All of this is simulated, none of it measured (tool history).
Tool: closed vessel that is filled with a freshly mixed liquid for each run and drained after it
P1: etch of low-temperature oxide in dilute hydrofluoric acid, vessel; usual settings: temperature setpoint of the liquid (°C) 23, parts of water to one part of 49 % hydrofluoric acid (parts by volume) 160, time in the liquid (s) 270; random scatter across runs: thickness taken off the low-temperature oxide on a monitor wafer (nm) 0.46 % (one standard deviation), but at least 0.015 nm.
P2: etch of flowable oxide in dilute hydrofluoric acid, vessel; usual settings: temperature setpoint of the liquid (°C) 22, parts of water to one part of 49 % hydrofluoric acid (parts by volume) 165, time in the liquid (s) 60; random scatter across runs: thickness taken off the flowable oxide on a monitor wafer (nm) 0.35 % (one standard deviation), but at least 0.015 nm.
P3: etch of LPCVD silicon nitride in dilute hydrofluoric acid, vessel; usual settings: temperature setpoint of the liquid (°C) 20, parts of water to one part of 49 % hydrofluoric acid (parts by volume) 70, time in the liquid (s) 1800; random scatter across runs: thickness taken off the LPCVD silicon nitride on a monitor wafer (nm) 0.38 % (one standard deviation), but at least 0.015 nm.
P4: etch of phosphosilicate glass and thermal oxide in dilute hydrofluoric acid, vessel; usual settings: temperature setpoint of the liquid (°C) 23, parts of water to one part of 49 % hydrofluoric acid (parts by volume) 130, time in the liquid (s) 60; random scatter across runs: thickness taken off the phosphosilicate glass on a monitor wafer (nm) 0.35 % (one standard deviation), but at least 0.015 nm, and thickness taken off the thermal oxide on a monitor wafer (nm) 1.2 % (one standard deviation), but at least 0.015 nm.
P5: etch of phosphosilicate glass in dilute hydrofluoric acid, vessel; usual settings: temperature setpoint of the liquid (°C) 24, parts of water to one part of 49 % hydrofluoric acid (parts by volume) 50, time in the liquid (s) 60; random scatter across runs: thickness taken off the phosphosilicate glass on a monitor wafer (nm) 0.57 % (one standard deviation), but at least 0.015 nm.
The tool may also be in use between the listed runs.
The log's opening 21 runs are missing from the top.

run	hour	process that ran	temperature setpoint of the liquid (°C)	parts of water to one part of 49 % hydrofluoric acid (parts by volume)	time in the liquid (s)	thickness taken off the low-temperature oxide on a monitor wafer (nm)	thickness taken off the phosphosilicate glass on a monitor wafer (nm)	thickness taken off the thermal oxide on a monitor wafer (nm)	thickness taken off the LPCVD silicon nitride on a monitor wafer (nm)	thickness taken off the flowable oxide on a monitor wafer (nm)
22	196	P1	23	160	270	23.307				
23	202.3	P1	23	160	270	23.465				
24	209.6	P4	23	130	60		24.983	1.989		
25	220.3	P1	23	220	270	15.781				
26	226	P2	22	165	60					17.331
27	236.3	P3	25	70	1800				11.199	
28	245.9	P1	31	50	270	116.87				
29	251.2	P1	17	160	270	18.233				
30	257.6	P1	31	45	270	131.43				
31	263	P1	23	160	125	10.741				
32	269.5	P2	22	165	30					8.6756
33	281.4	P1	23	160	270	23.233				
34	287	P1	23	160	270	23.555				

Forecast run 35:
35	298.3	P1	23	160	270	?				

thickness taken off the low-temperature oxide on a monitor wafer (nm): 24.263
